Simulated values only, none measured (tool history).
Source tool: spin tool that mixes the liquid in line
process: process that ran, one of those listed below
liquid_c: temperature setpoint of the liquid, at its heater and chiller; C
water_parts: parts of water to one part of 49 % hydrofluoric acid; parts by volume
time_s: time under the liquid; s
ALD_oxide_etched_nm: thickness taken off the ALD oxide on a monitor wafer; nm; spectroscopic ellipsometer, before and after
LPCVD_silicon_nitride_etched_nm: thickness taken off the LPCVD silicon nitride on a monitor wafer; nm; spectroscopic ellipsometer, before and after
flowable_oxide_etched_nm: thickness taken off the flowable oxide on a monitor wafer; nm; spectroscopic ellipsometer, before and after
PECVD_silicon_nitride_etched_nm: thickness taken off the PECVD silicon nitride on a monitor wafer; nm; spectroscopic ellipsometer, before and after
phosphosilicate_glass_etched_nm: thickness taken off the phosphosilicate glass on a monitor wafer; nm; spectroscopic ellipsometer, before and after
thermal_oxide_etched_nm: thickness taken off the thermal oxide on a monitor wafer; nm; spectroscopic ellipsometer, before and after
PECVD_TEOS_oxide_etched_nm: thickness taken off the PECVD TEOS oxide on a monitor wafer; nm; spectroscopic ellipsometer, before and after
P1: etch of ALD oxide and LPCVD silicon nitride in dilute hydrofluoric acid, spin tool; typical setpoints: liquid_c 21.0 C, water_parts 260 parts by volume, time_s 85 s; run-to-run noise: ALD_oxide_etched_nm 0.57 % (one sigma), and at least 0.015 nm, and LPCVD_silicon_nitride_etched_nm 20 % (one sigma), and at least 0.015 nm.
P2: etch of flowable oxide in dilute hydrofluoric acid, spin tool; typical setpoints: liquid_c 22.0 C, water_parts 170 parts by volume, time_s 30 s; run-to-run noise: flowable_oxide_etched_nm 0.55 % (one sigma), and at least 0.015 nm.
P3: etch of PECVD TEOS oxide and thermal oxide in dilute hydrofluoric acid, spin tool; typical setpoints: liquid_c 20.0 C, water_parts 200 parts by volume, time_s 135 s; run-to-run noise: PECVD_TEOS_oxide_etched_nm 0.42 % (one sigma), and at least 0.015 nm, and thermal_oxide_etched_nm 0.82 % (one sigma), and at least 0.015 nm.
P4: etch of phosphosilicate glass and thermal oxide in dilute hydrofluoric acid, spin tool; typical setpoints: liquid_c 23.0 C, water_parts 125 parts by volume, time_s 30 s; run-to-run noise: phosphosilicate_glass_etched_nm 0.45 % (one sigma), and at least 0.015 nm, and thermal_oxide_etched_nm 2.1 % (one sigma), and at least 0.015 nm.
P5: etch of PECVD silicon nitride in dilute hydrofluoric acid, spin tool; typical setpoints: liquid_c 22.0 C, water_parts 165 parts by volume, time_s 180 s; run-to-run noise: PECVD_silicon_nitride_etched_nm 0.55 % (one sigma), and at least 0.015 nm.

| run | hour | process | liquid_c | water_parts | time_s | hours since the thermometer was replaced | hours since the hydrofluoric acid flow meter was replaced | ALD_oxide_etched_nm | LPCVD_silicon_nitride_etched_nm | flowable_oxide_etched_nm | PECVD_silicon_nitride_etched_nm | phosphosilicate_glass_etched_nm | thermal_oxide_etched_nm | PECVD_TEOS_oxide_etched_nm |
|---|---|---|---|---|---|---|---|---|---|---|---|---|---|---|
| 1 | 9.6 | P1 | 21.0 | 260 | 85 | 1753.6 | 986.5 | 5.1093 | 0.159510 |  |  |  |  |  |
| 2 | 17.8 | P1 | 17.0 | 260 | 85 | 1761.8 | 994.7 | 4.3961 | 0.163830 |  |  |  |  |  |
| 3 | 25.9 | P1 | 17.0 | 175 | 85 | 1769.9 | 1002.8 | 7.0128 | 0.116890 |  |  |  |  |  |
| 4 | 36.6 | P1 | 21.0 | 260 | 45 | 1780.6 | 1013.5 | 2.6759 | 0.060727 |  |  |  |  |  |
| 5 | 45.5 | P2 | 22.0 | 50 | 30 | 1789.5 | 1022.4 |  |  | 16.0320 |  |  |  |  |
| 6 | 59.9 | P2 | 22.0 | 170 | 30 | 1803.9 | 1036.8 |  |  | 4.1395 |  |  |  |  |
| 7 | 71.3 | P5 | 22.0 | 165 | 180 | 1815.3 | 1048.2 |  |  |  | 4.0477 |  |  |  |
| 8 | 81.0 | P4 | 28.0 | 125 | 30 | 1825.0 | 1057.9 |  |  |  |  | 52.501 | 1.32040 |  |
| 9 | 94.1 | P1 | 21.0 | 165 | 85 | 1838.1 | 1071.0 | 8.7941 | 0.232180 |  |  |  |  |  |
| 10 | 108.7 | P1 | 21.0 | 260 | 85 | 1852.7 | 1085.6 | 5.1354 | 0.091233 |  |  |  |  |  |
| 11 | 119.0 | P1 | 21.0 | 420 | 85 | 1863.0 | 1095.9 | 2.7420 | 0.072074 |  |  |  |  |  |
| 12 | 132.5 | P4 | 23.0 | 195 | 30 | 1876.5 | 1109.4 |  |  |  |  | 25.570 | 0.62932 |  |
| 13 | 140.9 | P4 | 23.0 | 125 | 30 | 1884.9 | 1117.8 |  |  |  |  | 43.459 | 1.10610 |  |
| 14 | 150.6 | P1 | 27.0 | 260 | 85 | 1894.6 | 1127.5 | 6.3542 | 0.190530 |  |  |  |  |  |
| 15 | 157.6 | P3 | 17.0 | 200 | 135 | 1901.6 | 1134.5 |  |  |  |  |  | 2.34610 | 12.8560 |
| 16 | 164.9 | P4 | 23.0 | 125 | 65 | 1908.9 | 1141.8 |  |  |  |  | 93.595 | 2.29680 |  |
| 17 | 174.6 | P1 | 21.0 | 260 | 85 | 1918.6 | 1151.5 | 5.0507 | 0.094878 |  |  |  |  |  |
| 18 | 189.0 | P5 | 22.0 | 225 | 180 | 1933.0 | 1165.9 |  |  |  | 2.9467 |  |  |  |
| 19 | 201.7 | P2 | 28.5 | 170 | 30 | 1945.7 | 1178.6 |  |  | 5.2524 |  |  |  |  |
| 20 | 212.3 | P3 | 20.0 | 200 | 135 | 1956.3 | 1189.2 |  |  |  |  |  | 2.59930 | 14.4240 |
| 21 | 224.9 | P5 | 22.0 | 165 | 180 | 1968.9 | 1201.8 |  |  |  | 4.0482 |  |  |  |
| 22 | 237.9 | P5 | 29.5 | 165 | 180 | 1981.9 | 1214.8 |  |  |  | 6.4738 |  |  |  |
| 23 | 245.7 | P1 | 21.0 | 260 | 85 | 1989.7 | 1222.6 | 5.1274 | 0.123030 |  |  |  |  |  |
| 24 | 259.9 | P1 | 21.0 | 260 | 125 | 2003.9 | 1236.8 | 7.5330 | 0.192350 |  |  |  |  |  |
| 25 | 274.1 | P1 | 21.0 | 260 | 85 | 2018.1 | 1251.0 | 5.1716 | 0.169700 |  |  |  |  |  |
| 26 | 281.0 | P3 | 20.0 | 200 | 45 | 2025.0 | 1257.9 |  |  |  |  |  | 0.88564 | 4.8094 |
| 27 | 294.3 | P5 | 22.0 | 165 | 90 | 2038.3 | 1271.2 |  |  |  | 2.0076 |  |  |  |
| 28 | 302.8 | P3 | 20.0 | 330 | 135 | 2046.8 | 1279.7 |  |  |  |  |  | 1.41670 | 7.7943 |
| 29 | 311.8 | P4 | 23.0 | 125 | 30 | 2055.8 | 1288.7 |  |  |  |  | 43.192 | 1.05120 |  |
| 30 | 321.2 | P2 | 22.0 | 170 | 50 | 2065.2 | 1298.1 |  |  | 6.8075 |  |  |  |  |
| 31 | 334.2 | P3 | 20.0 | 200 | 135 | 2078.2 | 1311.1 |  |  |  |  |  | 2.61890 | 14.3520 |
| 32 | 346.4 | P1 | 21.0 | 260 | 85 | 2090.4 | 1323.3 | 5.0957 | 0.139850 |  |  |  |  |  |
| 33 | 353.0 | P1 | 21.0 | 260 | 85 | 2097.0 | 1329.9 | 5.1817 | 0.087836 |  |  |  |  |  |
| 34 | 364.2 | P1 | 21.0 | 260 | 85 | 2108.2 | 1341.1 | 5.3780 | 0.094945 |  |  |  |  |  |
| 35 | 373.2 | P1 | 21.0 | 260 | 85 | 2117.2 | 1350.1 | 5.3642 | 0.185230 |  |  |  |  |  |
| 36 | 382.7 | P1 | 21.0 | 260 | 85 | 2126.7 | 1359.6 | 5.3755 | 0.184300 |  |  |  |  |  |
| 37 | 391.6 | P1 | 21.0 | 260 | 85 | 2135.6 | 1368.5 | 5.4883 | 0.166950 |  |  |  |  |  |
| 38 | 405.2 | P1 | 21.0 | 260 | 85 | 2149.2 | 1382.1 | 5.4677 | 0.200550 |  |  |  |  |  |
| 39 | 419.1 | P1 | 21.0 | 260 | 85 | 2163.1 | 1396.0 | 5.5102 | 0.141800 |  |  |  |  |  |
| 40 | 431.5 | P1 | 21.0 | 260 | 85 | 2175.5 | 1408.4 | 5.5523 | 0.114850 |  |  |  |  |  |

P1 has crept away from where it was. The log is fitted equally well by each of these 2 causes, at the sizes shown:
A: hydrofluoric acid flow above the setpoint (%) = 6.1
B: liquid hotter than its thermometer reads (K) = 2.02
Creep in the process output first set in at about hour 346.4.

Question marks stand in for the results of the 4 check runs listed below, each run on one wafer. Under which run would the listed causes show clearly different results?
| check 1 | 443.9 | P2 | 22.0 | 170 | 30 |  |  |  |  | ? |  |  |  |  |
| check 2 | 443.9 | P3 | 20.0 | 200 | 135 |  |  |  |  |  |  |  | ? | ? |
| check 3 | 443.9 | P4 | 23.0 | 125 | 30 |  |  |  |  |  |  | ? | ? |  |
| check 4 | 443.9 | P5 | 22.0 | 165 | 180 |  |  |  |  |  | ? |  |  |  |

Check results expected under each cause:
| check | result | if A | if B |
|---|---|---|---|
| check 1 | flowable_oxide_etched_nm | 4.4230 | 4.4555 |
| check 2 | thermal_oxide_etched_nm | 2.82640 | 2.84500 |
| check 2 | PECVD_TEOS_oxide_etched_nm | 15.4550 | 15.5570 |
| check 3 | phosphosilicate_glass_etched_nm | 46.217 | 46.728 |
| check 3 | thermal_oxide_etched_nm | 1.13970 | 1.15230 |
| check 4 | PECVD_silicon_nitride_etched_nm | 4.2875 | 4.6100 |
Separation of the two closest causes in each check, using whichever result separates them best: check 1 0.73 %; check 2 0.66 %; check 3 1.1 %; check 4 7.25 %
Check 4 tells the causes apart: in the others they would give nearly the same result.

Then check 4 was run and gave: PECVD_silicon_nitride_etched_nm 4.6148 nm. Which cause is it?

B is the cause: liquid hotter than its thermometer reads (K).
